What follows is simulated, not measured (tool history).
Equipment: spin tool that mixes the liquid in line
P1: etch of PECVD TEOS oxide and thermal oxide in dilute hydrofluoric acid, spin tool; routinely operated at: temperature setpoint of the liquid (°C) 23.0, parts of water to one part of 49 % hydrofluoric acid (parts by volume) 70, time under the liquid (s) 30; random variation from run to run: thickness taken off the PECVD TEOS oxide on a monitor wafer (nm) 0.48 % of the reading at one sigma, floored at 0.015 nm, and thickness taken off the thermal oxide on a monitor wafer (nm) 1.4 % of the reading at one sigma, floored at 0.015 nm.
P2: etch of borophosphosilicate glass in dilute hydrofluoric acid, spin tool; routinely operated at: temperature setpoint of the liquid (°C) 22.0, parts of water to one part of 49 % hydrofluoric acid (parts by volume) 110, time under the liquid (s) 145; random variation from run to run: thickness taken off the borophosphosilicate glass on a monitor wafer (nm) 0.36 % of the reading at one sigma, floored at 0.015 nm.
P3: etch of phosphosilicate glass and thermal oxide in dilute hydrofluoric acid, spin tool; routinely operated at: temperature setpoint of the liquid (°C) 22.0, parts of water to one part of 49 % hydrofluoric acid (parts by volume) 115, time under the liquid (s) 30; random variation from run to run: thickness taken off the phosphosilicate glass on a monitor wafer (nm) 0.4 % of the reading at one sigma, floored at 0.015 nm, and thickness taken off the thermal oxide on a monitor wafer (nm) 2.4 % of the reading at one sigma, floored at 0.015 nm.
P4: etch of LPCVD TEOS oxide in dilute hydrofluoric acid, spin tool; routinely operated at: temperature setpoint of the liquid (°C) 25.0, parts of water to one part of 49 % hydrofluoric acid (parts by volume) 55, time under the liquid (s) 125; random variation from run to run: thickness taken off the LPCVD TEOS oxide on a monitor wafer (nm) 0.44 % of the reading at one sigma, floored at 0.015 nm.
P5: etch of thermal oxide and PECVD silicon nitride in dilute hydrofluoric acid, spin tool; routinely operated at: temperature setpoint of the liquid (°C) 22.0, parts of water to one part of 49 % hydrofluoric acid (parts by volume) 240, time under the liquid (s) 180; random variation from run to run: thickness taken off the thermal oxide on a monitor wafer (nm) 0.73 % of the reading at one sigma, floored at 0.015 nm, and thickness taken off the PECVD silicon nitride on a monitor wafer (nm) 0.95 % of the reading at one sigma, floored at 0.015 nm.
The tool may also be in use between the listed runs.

run   hour  process that ran  temperature setpoint of the liquid (°C)  parts of water to one part of 49 % hydrofluoric acid (parts by volume)  time under the liquid (s)  hours since the thermometer was replaced  hours since the hydrofluoric acid flow meter was replaced  thickness taken off the PECVD TEOS oxide on a monitor wafer (nm)  thickness taken off the thermal oxide on a monitor wafer (nm)  thickness taken off the borophosphosilicate glass on a monitor wafer (nm)  thickness taken off the PECVD silicon nitride on a monitor wafer (nm)  thickness taken off the phosphosilicate glass on a monitor wafer (nm)  thickness taken off the LPCVD TEOS oxide on a monitor wafer (nm)
  1    9.5                P1                                     23.0                                                                      70                         30                                     339.2                                                      647.4                                                            9.6127                                                        2.07350
  2   22.4                P1                                     23.0                                                                      20                         30                                     352.1                                                      660.3                                                           35.8210                                                        7.51880
  3   29.3                P2                                     22.0                                                                      65                        145                                     359.0                                                      667.2                                                                                                                                                                                                     58.9550
  4   38.4                P5                                     22.0                                                                     240                        180                                     368.1                                                      676.3                                                                                                                          2.90970                                                                                                                                            2.7547
  5   49.0                P1                                     17.0                                                                     115                         30                                     378.7                                                      686.9                                                            4.3504                                                        0.93484
  6   61.9                P2                                     22.0                                                                     110                        145                                     391.6                                                      699.8                                                                                                                                                                                                     33.2930
  7   69.1                P5                                     22.0                                                                     240                        285                                     398.8                                                      707.0                                                                                                                          4.56040                                                                                                                                            4.2764
  8   76.9                P1                                     23.0                                                                      70                         30                                     406.6                                                      714.8                                                            9.6358                                                        2.08610
  9   90.2                P1                                     23.0                                                                      70                         60                                     419.9                                                      728.1                                                           19.1260                                                        4.12220
 10  102.3                P1                                     27.0                                                                      70                         30                                     432.0                                                      740.2                                                           11.2760                                                        2.41300
 11  113.3                P5                                     22.0                                                                     240                        180                                     443.0                                                      751.2                                                                                                                          2.93110                                                                                                                                            2.7733
 12  119.5                P1                                     23.0                                                                      20                         55                                     449.2                                                      757.4                                                           65.5630                                                       14.15300
 13  126.0                P1                                     23.0                                                                      70                         15                                     455.7                                                      763.9                                                            4.8228                                                        1.01510
 14  135.3                P3                                     22.0                                                                     115                         50                                     465.0                                                      773.2                                                                                                                          1.89560                                                                                                                                                                                                                  24.1310
 15  145.1                P2                                     17.0                                                                     110                        145                                     474.8                                                      783.0                                                                                                                                                                                                     26.9060
 16  152.2                P3                                     22.0                                                                     210                         30                                     481.9                                                      790.1                                                                                                                          0.55322                                                                                                                                                                                                                   7.1365
 17  160.1                P1                                     23.0                                                                      70                         30                                     489.8                                                      798.0                                                            9.4992                                                        2.10530
 18  166.9                P3                                     22.0                                                                     115                         30                                     496.6                                                      804.8                                                                                                                          1.10950                                                                                                                                                                                                                  14.4430
 19  174.7                P1                                     23.0                                                                     115                         30                                     504.4                                                      812.6                                                            5.5587                                                        1.17880
 20  183.4                P2                                     22.0                                                                     110                         30                                     513.1                                                      821.3                                                                                                                                                                                                      6.8416
 21  194.8                P1                                     23.0                                                                      70                         30                                     524.5                                                      832.7                                                            9.6423                                                        2.06960
 22  203.8                P1                                     23.0                                                                      70                         30                                     533.5                                                      841.7                                                            9.6360                                                        2.05560
 23  213.9                P1                                     17.0                                                                      70                         30                                     543.6                                                      851.8                                                            7.4683                                                        1.60050
 24  226.8                P5                                     27.0                                                                     240                        180                                     556.5                                                      864.7                                                                                                                          3.47000                                                                                                                                            3.7341
 25  238.9                P4                                     31.5                                                                      55                        125                                     568.6                                                      876.8                                                                                                                                                                                                                                                                                                                                                                                                                      54.882
 26  250.5                P1                                     23.0                                                                      70                         30                                     580.2                                                      888.4                                                            9.5938                                                        2.07050
 27  257.3                P4                                     25.0                                                                      55                        125                                     587.0                                                      895.2                                                                                                                                                                                                                                                                                                                                                                                                                      42.449
 28  268.2                P4                                     25.0                                                                      55                        125                                     597.9                                                      906.1                                                                                                                                                                                                                                                                                                                                                                                                                      42.559
 29  281.2                P4                                     25.0                                                                      55                         55                                     610.9                                                      919.1                                                                                                                                                                                                                                                                                                                                                                                                                      18.584
 30  287.7                P1                                     23.0                                                                      70                         30                                     617.4                                                      925.6                                                            9.5265                                                        2.01320
 31  293.5                P4                                     25.0                                                                      35                        125                                     623.2                                                      931.4                                                                                                                                                                                                                                                                                                                                                                                                                      68.396
 32  305.7                P1                                     27.0                                                                      25                         30                                     635.4                                                      943.6                                                           33.5490                                                        7.20160
 33  314.0                P5                                     22.0                                                                     430                        180                                     643.7                                                      951.9                                                                                                                          1.37210                                                                                                                                            1.5332
 34  320.4                P3                                     28.5                                                                     115                         30                                     650.1                                                      958.3                                                                                                                          1.41350                                                                                                                                                                                                                  18.6260
 35  328.3                P1                                     23.0                                                                      70                         30                                     658.0                                                      966.2                                                            9.6392                                                        2.05880
 36  336.4                P1                                     23.0                                                                      70                         30                                     666.1                                                      974.3                                                            9.3655                                                        1.98810
 37  342.6                P1                                     23.0                                                                      70                         30                                     672.3                                                      980.5                                                            9.1250                                                        1.96050
 38  348.9                P1                                     23.0                                                                      70                         30                                     678.6                                                      986.8                                                            9.0393                                                        1.95330
 39  359.9                P1                                     23.0                                                                      70                         30                                     689.6                                                      997.8                                                            8.9976                                                        1.95120
 40  372.8                P1                                     23.0                                                                      70                         30                                     702.5                                                     1010.7                                                            8.8837                                                        1.94260
 41  379.7                P1                                     23.0                                                                      70                         30                                     709.4                                                     1017.6                                                            8.9218                                                        1.94800
 42  388.2                P1                                     23.0                                                                      70                         30                                     717.9                                                     1026.1                                                            8.8909                                                        1.90430
 43  396.9                P1                                     23.0                                                                      70                         30                                     726.6                                                     1034.8                                                            8.9046                                                        1.88590

What P1 gives has crept away from where it was. These 2 causes fit the log equally well, each at the size given:
A: liquid colder than its thermometer reads (K) = 1.93
B: hydrofluoric acid flow below the setpoint (%) = 7.02
The creep began at about hour 328.3.

Consider the 4 check runs below, whose results appear as question marks and each of which averages 3 wafers. Which one distinguishes the causes, in that each cause would give it a clearly different result?
check 1  405.6                P5                                     22.0                                                                     240                        180                                                                                                                                                                                                                                     ?                                                                                                                                                 ?
check 2  405.6                P4                                     25.0                                                                      55                        125                                                                                                                                                                                                                                                                                                                                                                                                                                                                                                                                ?
check 3  405.6                P2                                     22.0                                                                     110                        145                                                                                                                                                                                                                                                                                                                ?
check 4  405.6                P3                                     22.0                                                                     115                         30                                                                                                                                                                                                                                     ?                                                                                                                                                                                                                        ?

Expected result of each check under each candidate cause:
  check                                                                     result     if A     if B
check 1              thickness taken off the thermal oxide on a monitor wafer (nm)  2.70880  2.65910
check 1      thickness taken off the PECVD silicon nitride on a monitor wafer (nm)   2.4178   2.5480
check 2           thickness taken off the LPCVD TEOS oxide on a monitor wafer (nm)   39.120   39.150
check 3  thickness taken off the borophosphosilicate glass on a monitor wafer (nm)  30.6330  30.5000
check 4              thickness taken off the thermal oxide on a monitor wafer (nm)  1.04130  1.03620
check 4      thickness taken off the phosphosilicate glass on a monitor wafer (nm)  13.3830  13.3170
Per check, the gap between the least separated pair of causes, taken in the result that splits them most: check 1 5.24 %; check 2 0.08 %; check 3 0.43 %; check 4 0.49 %
Check 1 is the one run that separates the causes; every other check would come out nearly the same whichever cause is at work.

The results of check 1 are: thickness taken off the thermal oxide on a monitor wafer (nm) 2.64460; thickness taken off the PECVD silicon nitride on a monitor wafer (nm) 2.5257. Based on these, which of the listed causes is it?

The cause is B: hydrofluoric acid flow below the setpoint (%).
